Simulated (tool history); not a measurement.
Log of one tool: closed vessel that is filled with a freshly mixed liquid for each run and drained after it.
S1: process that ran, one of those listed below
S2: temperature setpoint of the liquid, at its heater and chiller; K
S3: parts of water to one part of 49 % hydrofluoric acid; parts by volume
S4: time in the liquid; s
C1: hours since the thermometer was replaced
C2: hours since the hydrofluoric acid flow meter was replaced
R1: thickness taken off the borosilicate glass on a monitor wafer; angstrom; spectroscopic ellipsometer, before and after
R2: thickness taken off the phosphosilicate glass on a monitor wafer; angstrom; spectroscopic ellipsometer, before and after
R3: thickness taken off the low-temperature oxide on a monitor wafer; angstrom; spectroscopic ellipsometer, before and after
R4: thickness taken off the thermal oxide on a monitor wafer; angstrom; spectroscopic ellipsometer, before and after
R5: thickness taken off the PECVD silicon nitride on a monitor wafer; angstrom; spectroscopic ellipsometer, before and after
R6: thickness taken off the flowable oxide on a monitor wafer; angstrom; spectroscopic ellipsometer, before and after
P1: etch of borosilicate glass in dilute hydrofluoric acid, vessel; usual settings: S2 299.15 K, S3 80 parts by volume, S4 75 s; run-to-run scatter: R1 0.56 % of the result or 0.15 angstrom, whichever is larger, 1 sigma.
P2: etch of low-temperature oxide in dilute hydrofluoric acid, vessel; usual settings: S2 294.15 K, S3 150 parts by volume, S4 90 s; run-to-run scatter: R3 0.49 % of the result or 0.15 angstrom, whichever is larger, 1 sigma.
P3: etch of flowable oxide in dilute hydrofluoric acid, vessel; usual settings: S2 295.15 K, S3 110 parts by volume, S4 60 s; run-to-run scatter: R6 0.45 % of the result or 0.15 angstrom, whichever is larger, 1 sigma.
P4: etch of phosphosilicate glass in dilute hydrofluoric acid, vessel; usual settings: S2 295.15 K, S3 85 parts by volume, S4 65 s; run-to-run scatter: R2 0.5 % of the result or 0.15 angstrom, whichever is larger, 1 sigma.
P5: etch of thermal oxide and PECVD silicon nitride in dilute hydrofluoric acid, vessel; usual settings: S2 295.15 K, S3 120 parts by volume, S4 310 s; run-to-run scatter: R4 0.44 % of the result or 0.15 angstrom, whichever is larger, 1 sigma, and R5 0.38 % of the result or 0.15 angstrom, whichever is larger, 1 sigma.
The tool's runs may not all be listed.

run   hour  S1      S2   S3   S4      C1      C2       R1      R2      R3       R4       R5      R6
  1    9.0  P1  299.15   80   75  1394.7   804.8   585.96
  2   16.5  P4  295.15   85   30  1402.2   812.3           221.77
  3   27.2  P1  299.15   80   75  1412.9   823.0   591.53
  4   37.0  P1  299.15   80   75  1422.7   832.8   590.07
  5   45.4  P2  294.15  265   90  1431.1   841.2                   29.073
  6   58.3  P1  299.15  135   75  1444.0   854.1   325.30
  7   64.8  P5  295.15  200  310  1450.5   860.6                            60.825   51.755
  8   78.5  P2  290.15  150   90  1464.2   874.3                   48.698
  9   90.2  P1  294.65  125   75  1475.9   886.0   295.14
 10  102.3  P3  290.15  110   60  1488.0   898.1                                             215.15
 11  114.5  P2  294.15  150   50  1500.2   910.3                   31.848
 12  125.2  P5  295.15  120  500  1510.9   921.0                           177.560  137.090
 13  138.8  P2  294.15  150   90  1524.5   934.6                   56.390
 14  144.9  P3  295.15  110   95  1530.6   940.7                                             420.81
 15  157.8  P5  295.15  120  310  1543.5   953.6                           110.380   85.586
 16  167.6  P2  294.15  150   90  1553.3   963.4                   57.385
 17  175.0  P4  299.65   85   65  1560.7   970.8           570.68
 18  181.1  P1  299.15  110   30  1566.8   976.9   166.08
 19  188.8  P5  291.15  120  310  1574.5   984.6                            93.851   64.567
 20  197.8  P3  295.15  110   60  1583.5   993.6                                             267.31
 21  211.1  P3  295.15   35   60  1596.8  1006.9                                             907.70
 22  222.5  P1  299.15   20   75  1608.2  1018.3  2556.00
 23  236.1  P1  305.15   80   75  1621.8  1031.9   743.06
 24  249.7  P1  299.15   80   75  1635.4  1045.5   586.35
 25  255.8  P4  295.15   85   65  1641.5  1051.6           478.71
 26  265.0  P1  299.15   80  140  1650.7  1060.8  1095.20

Forecast run 27:
 27  274.8  P4  295.15  145  65  1660.5  1070.6       ?

Run 27 gave R2 258.78 angstrom.
